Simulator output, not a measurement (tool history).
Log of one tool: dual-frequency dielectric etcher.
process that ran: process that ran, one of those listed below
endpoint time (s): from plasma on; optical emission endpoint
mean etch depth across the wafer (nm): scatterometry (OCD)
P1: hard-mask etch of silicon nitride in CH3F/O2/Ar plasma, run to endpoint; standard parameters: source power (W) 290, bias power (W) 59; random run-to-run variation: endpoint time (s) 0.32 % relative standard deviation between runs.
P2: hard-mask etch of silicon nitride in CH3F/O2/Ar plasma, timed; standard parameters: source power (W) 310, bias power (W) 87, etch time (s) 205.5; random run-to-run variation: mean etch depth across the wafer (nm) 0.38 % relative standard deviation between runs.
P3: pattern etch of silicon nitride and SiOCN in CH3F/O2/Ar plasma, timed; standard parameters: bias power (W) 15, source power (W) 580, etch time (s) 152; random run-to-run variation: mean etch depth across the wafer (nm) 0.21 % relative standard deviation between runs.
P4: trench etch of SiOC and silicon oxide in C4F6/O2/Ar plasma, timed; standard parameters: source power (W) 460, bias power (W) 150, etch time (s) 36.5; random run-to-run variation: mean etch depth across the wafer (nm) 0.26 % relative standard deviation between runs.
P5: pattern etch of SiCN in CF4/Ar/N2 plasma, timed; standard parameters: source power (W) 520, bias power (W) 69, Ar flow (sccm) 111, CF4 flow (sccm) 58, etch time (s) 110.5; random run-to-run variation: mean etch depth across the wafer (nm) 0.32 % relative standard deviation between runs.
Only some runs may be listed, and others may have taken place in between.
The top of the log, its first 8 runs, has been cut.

run	hour	process that ran	source power (W)	bias power (W)	Ar flow (sccm)	CF4 flow (sccm)	etch time (s)	hours since the last wet clean	hours since the last source power generator calibration	hours since the last bias power generator calibration	endpoint time (s)	mean etch depth across the wafer (nm)
9	99.6	P5	520	87	111	58	110.5	325.9	2121.7	1216.5		109.65
10	106.5	P2	310	87			205.5	332.8	2128.6	1223.4		141.97
11	116.8	P4	460	150			51	343.1	2138.9	1233.7		107.5
12	127.7	P4	460	150			36.5	354	2149.8	1244.6		76.841
13	139.5	P3	580	15			152	365.8	2161.6	1256.4		20.347
14	149	P1	290	59				375.3	2171.1	1265.9	59.995	
15	161.6	P5	520	69	111	77	110.5	387.9	2183.7	1278.5		105.26
16	169.2	P1	290	59				395.5	2191.3	1286.1	59.975	
17	179.6	P1	200	59				405.9	2201.7	1296.5	69.084	
18	188.1	P2	420	87			205.5	414.4	2210.2	1305		159.1
19	196.9	P4	460	195			36.5	423.2	2219	1313.8		82.792
20	210.6	P1	350	59				436.9	2232.7	1327.5	55.556	
21	219	P1	290	59				445.3	2241.1	1335.9	60.223	
22	225.5	P2	310	87			205.5	451.8	2247.6	1342.4		142.37
23	239	P4	460	150			36.5	465.3	2261.1	1355.9		76.981

Run 24, settings as shown, results not yet in. Your forecast:
24	245.1	P3	700	15			152	471.4	2267.2	1362		?

Run 24 yielded mean etch depth across the wafer (nm) 21.845.
